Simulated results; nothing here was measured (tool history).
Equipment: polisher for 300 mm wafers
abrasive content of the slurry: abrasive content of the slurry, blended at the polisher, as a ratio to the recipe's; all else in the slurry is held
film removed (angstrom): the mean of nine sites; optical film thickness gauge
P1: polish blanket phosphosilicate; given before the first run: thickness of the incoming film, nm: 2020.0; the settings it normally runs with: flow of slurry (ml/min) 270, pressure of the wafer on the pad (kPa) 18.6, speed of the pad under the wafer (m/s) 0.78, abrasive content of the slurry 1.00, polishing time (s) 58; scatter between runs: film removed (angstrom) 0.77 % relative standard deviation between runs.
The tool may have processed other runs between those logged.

run    day  flow of slurry (ml/min)  pressure of the wafer on the pad (kPa)  speed of the pad under the wafer (m/s)  abrasive content of the slurry  polishing time (s)  wafers polished on this pad  hours since the slurry nozzle was cleaned  hours since the head pressure was calibrated  hours since the slurry blender was calibrated  hours since the conditioning disc was replaced  film removed (angstrom)
  1  0.500                      270                                    18.6                                    0.78                            1.00                  58                          913                                      248.6                                         412.6                                           50.5                                           139.3                   3951.4
  2  0.896                      270                                    18.6                                    1.22                            1.00                  58                         1003                                      258.1                                         422.1                                           60.0                                           148.8                   5590.8
  3  1.371                      270                                    18.6                                    0.78                            1.00                  58                         1112                                      269.5                                         433.5                                           71.4                                           160.2                   3957.7
  4  1.746                      270                                    18.6                                    0.78                            1.00                  58                         1197                                      278.5                                         442.5                                           80.4                                           169.2                   3986.5
  5  2.238                      270                                    11.0                                    0.78                            1.00                  58                         1310                                      290.3                                         454.3                                           92.2                                           181.0                   2338.7
  6  2.712                      180                                    18.6                                    0.78                            1.00                  58                         1418                                      301.7                                         465.7                                          103.6                                           192.4                   3709.1
  7  3.175                      270                                    18.6                                    0.78                            1.00                  87                         1524                                      312.8                                         476.8                                          114.7                                           203.5                   5914.4
  8  3.454                      270                                    18.6                                    0.78                            1.00                  58                         1588                                      319.5                                         483.5                                          121.4                                           210.2                   3975.7
  9  3.850                      425                                    18.6                                    0.78                            1.00                  58                         1678                                      329.0                                         493.0                                          130.9                                           219.7                   4051.9
 10  4.371                      395                                    26.9                                    0.78                            1.00                  58                         1797                                      341.5                                         505.5                                          143.4                                           232.2                   5866.0
 11  4.854                      270                                    26.2                                    0.78                            1.00                  89                         1908                                      353.1                                         517.1                                          155.0                                           243.8                   8546.0
 12  5.100                      270                                    18.6                                    0.36                            1.00                  58                         1964                                      359.0                                         523.0                                          160.9                                           249.7                   2126.1
 13  5.558                      270                                    18.6                                    0.78                            1.00                  58                         2068                                      370.0                                         534.0                                          171.9                                           260.7                   3959.6
 14  5.950                      270                                    18.6                                    0.78                            0.50                  58                         2158                                      379.4                                         543.4                                          181.3                                           270.1                   2712.6
 15  6.467                      270                                    18.6                                    0.78                            1.00                  58                         2276                                      391.8                                         555.8                                          193.7                                           282.5                   3940.5
 16  6.712                      270                                    18.6                                    0.78                            1.35                  58                         2332                                      397.7                                         561.7                                          199.6                                           288.4                   4460.3
 17  7.017                      270                                    18.6                                    0.78                            1.00                  27                         2402                                      405.0                                         569.0                                          206.9                                           295.7                   1827.2

What does the tool deliver on the next run?
 18  7.388                      270                                    28.3                                    0.78                            1.00                  58                         2486                                      413.9                                         577.9                                          215.8                                           304.6                        ?

{"run 18": {"film removed (angstrom)": 6000.3}}
